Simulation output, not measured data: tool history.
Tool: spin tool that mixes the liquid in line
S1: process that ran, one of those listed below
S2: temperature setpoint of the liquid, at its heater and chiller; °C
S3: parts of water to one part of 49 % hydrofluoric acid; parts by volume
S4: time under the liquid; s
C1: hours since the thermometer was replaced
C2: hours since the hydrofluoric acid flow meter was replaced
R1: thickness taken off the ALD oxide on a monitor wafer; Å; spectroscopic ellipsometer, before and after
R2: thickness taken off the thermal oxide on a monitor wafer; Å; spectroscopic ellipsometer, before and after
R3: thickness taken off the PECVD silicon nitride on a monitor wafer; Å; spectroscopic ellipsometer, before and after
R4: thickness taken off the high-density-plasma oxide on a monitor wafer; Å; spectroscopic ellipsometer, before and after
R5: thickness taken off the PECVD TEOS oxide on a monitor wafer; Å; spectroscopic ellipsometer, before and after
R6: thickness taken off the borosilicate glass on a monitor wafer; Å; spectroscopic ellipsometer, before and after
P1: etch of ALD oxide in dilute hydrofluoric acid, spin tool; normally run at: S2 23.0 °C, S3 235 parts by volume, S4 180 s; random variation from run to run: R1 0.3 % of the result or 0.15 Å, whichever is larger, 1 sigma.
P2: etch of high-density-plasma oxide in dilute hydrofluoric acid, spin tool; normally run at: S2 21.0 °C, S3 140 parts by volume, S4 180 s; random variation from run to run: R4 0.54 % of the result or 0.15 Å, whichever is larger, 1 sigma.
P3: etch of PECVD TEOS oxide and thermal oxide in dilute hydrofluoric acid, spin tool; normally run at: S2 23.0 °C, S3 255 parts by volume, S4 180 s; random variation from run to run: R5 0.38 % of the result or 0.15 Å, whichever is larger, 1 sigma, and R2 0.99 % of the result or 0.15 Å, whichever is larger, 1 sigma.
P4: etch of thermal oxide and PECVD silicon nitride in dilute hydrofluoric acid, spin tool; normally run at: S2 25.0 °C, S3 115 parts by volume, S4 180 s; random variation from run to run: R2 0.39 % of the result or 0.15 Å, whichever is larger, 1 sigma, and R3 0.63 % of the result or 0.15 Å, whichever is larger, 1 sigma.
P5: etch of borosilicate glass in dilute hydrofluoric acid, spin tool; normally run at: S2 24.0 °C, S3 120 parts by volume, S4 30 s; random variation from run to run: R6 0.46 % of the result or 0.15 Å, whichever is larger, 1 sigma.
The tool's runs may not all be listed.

run	hour	S1	S2	S3	S4	C1	C2	R1	R2	R3	R4	R5	R6
1	17.9	P1	23.0	235	180	1457.1	450.7	72.321					
2	34.2	P4	25.0	115	80	1473.4	467.0		32.649	22.168			
3	50.1	P4	19.5	115	180	1489.3	482.9		59.232	34.589			
4	62.5	P2	17.0	140	180	1501.7	495.3				48.210		
5	74.9	P1	23.0	235	180	1514.1	507.7	72.520					
6	91.8	P1	29.5	235	180	1531.0	524.6	90.684					
7	103.0	P3	29.0	255	180	1542.2	535.8		33.817			87.702	
8	112.0	P2	21.0	140	180	1551.2	544.8				56.262		
9	129.2	P2	21.0	140	180	1568.4	562.0				56.398		
10	138.9	P4	25.0	165	180	1578.1	571.7		48.690	34.346			
11	153.2	P3	23.0	255	295	1592.4	586.0		44.136			115.890	
12	162.2	P1	23.0	235	180	1601.4	595.0	72.179					
13	178.9	P3	23.0	405	180	1618.1	611.7		14.968			38.544	
14	189.5	P1	23.0	235	75	1628.7	622.3	29.991					
15	206.5	P5	24.0	120	15	1645.7	639.3						57.953
# hour 213.9: hydrofluoric acid flow meter replaced
16	223.4	P4	25.0	115	180	1662.6	9.5		73.252	49.534			
17	234.1	P2	21.0	140	325	1673.3	20.2				101.970		
18	251.3	P1	23.0	365	180	1690.5	37.4	41.069					
19	264.0	P4	25.0	115	180	1703.2	50.1		73.361	49.195			
20	277.8	P1	30.0	235	25	1717.0	63.9	12.786					
21	290.7	P3	23.0	255	180	1729.9	76.8		27.081			71.020	
22	303.1	P5	24.0	120	30	1742.3	89.2						116.370
23	319.9	P2	21.0	195	180	1759.1	106.0				38.151		
24	329.0	P5	24.0	215	30	1768.2	115.1						58.341
25	340.6	P3	23.0	255	180	1779.8	126.7		27.158			71.432	
26	351.5	P1	23.0	235	180	1790.7	137.6	72.319					
27	362.1	P1	23.0	235	180	1801.3	148.2	72.439					
28	377.2	P5	29.5	120	30	1816.4	163.3						142.710
29	392.4	P1	19.0	235	180	1831.6	178.5	62.538					
30	408.1	P1	23.0	235	180	1847.3	194.2	72.485					
31	416.8	P1	23.0	235	270	1856.0	202.9	108.710					
32	434.5	P1	23.0	60	180	1873.7	220.6	345.710					
33	449.7	P5	24.0	120	30	1888.9	235.8						116.070
34	458.1	P1	23.0	235	180	1897.3	244.2	72.320					
35	468.5	P1	23.0	235	180	1907.7	254.6	70.777					
36	478.8	P1	23.0	235	180	1918.0	264.9	69.748					
37	494.6	P1	23.0	235	180	1933.8	280.7	69.202					
38	511.7	P1	23.0	235	180	1950.9	297.8	68.352					
39	523.6	P1	23.0	235	180	1962.8	309.7	68.428					
40	534.0	P1	23.0	235	180	1973.2	320.1	68.233					
41	548.7	P1	23.0	235	180	1987.9	334.8	68.075					
42	564.3	P1	23.0	235	180	2003.5	350.4	67.953					
43	576.0	P1	23.0	235	180	2015.2	362.1	68.021					

What P1 gives has crept away from where it was. These 2 causes fit the log equally well, each at the size given:
A: hydrofluoric acid flow below the setpoint (%) = 4.9
B: liquid colder than its thermometer reads (K) = 1.69
The creep began at about hour 458.1.

4 check runs are offered, one wafer each, their results left as question marks. Which one tells the causes apart?
check 1	587.7	P4	22.0	160	180				?	?			
check 2	587.7	P2	17.0	140	265						?		
check 3	587.7	P5	29.5	210	30								?
check 4	587.7	P3	28.0	255	180				?			?	

What each check would give under each cause:
check	result	if A	if B
check 1	R2	42.144	41.849
check 1	R3	27.947	26.265
check 2	R4	66.864	66.002
check 3	R6	68.354	68.646
check 4	R2	30.462	30.664
check 4	R5	79.294	79.819
How far apart the two closest causes lie, in the result that separates them most: check 1 6.21 %; check 2 1.3 %; check 3 0.43 %; check 4 0.66 %
Check 1 tells the causes apart: in the others they would give nearly the same result.

Check 1 was then run and gave: R2 41.931 Å; R3 26.083 Å. Which cause is it?

It is B: liquid colder than its thermometer reads (K).
